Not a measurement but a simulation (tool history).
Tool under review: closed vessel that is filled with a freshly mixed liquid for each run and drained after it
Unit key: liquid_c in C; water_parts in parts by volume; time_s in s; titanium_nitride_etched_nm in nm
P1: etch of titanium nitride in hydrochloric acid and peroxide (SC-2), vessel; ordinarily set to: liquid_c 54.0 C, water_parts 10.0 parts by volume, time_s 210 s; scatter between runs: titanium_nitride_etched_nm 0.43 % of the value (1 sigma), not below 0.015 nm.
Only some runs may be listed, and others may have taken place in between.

run	hour	liquid_c	water_parts	time_s	titanium_nitride_etched_nm
1	12.6	54.0	10.0	210	4.8938
2	20.3	54.0	10.0	210	4.9007
3	29.8	54.0	16.5	85	1.3002
4	38.1	54.0	10.0	80	1.8681
5	54.1	39.5	10.0	210	1.8697
6	67.6	54.0	10.0	420	9.8434
7	81.6	54.0	16.5	210	3.1914
8	94.8	54.0	10.0	210	4.9372
9	104.3	54.0	10.0	210	4.8963
10	117.0	54.0	5.5	290	10.8660
11	129.5	54.0	10.0	210	4.8935
12	142.8	69.0	10.0	210	12.4530
# hour 148.8: thermometer replaced
13	158.2	54.0	10.0	210	4.8995
14	174.2	54.0	4.0	210	9.7672
15	187.2	54.0	10.0	210	4.8858
16	201.5	54.0	10.0	210	4.7443
17	209.4	54.0	10.0	210	4.6931
18	218.3	54.0	10.0	210	4.6706
19	226.9	54.0	10.0	210	4.5788
# hour 230.2: new drum of peroxide connected
20	234.2	54.0	10.0	210	4.6073
21	242.6	54.0	10.0	210	4.5150
22	254.9	54.0	10.0	210	4.5527
23	263.6	54.0	10.0	210	4.5285
24	274.5	54.0	10.0	210	4.5632
25	283.5	54.0	10.0	210	4.5459

Compared with where it was, what P1 gives has crept away. Each cause listed below fits the log as well as the rest, at the size given for it:
A: liquid colder than its thermometer reads (K) = 1.25
B: chemicals flow below the setpoint (%) = 9.24
Creep in the process output first set in at about hour 187.2.
Other possible causes, and why each is ruled out:
peroxide weaker than its label (%): work on it at hour 230.2, done after the drift set in, did not restore what the process gave before

Consider the 4 check runs below, whose results appear as question marks and each of which averages 5 wafers. Which one distinguishes the causes, in that each cause would give it a clearly different result?
check 1	292.5	54.0	10.0	405	?
check 2	292.5	54.0	14.5	325	?
check 3	292.5	43.0	16.0	210	?
check 4	292.5	45.0	4.0	210	?

Expected result of each check under each candidate cause:
check	result	if A	if B
check 1	titanium_nitride_etched_nm	8.7205	8.7222
check 2	titanium_nitride_etched_nm	5.0894	5.0688
check 3	titanium_nitride_etched_nm	1.4292	1.4303
check 4	titanium_nitride_etched_nm	4.9297	5.0328
Per check, the gap between the least separated pair of causes, taken in the result that splits them most: check 1 0.02 %; check 2 0.4 %; check 3 0.08 %; check 4 2.07 %
Of the check runs offered, only check 4 discriminates between the causes; the rest would read about the same regardless of which cause applies.

Here is what check 4 returned: titanium_nitride_etched_nm 4.9290 nm. Which cause is it?

A is the cause: liquid colder than its thermometer reads (K).

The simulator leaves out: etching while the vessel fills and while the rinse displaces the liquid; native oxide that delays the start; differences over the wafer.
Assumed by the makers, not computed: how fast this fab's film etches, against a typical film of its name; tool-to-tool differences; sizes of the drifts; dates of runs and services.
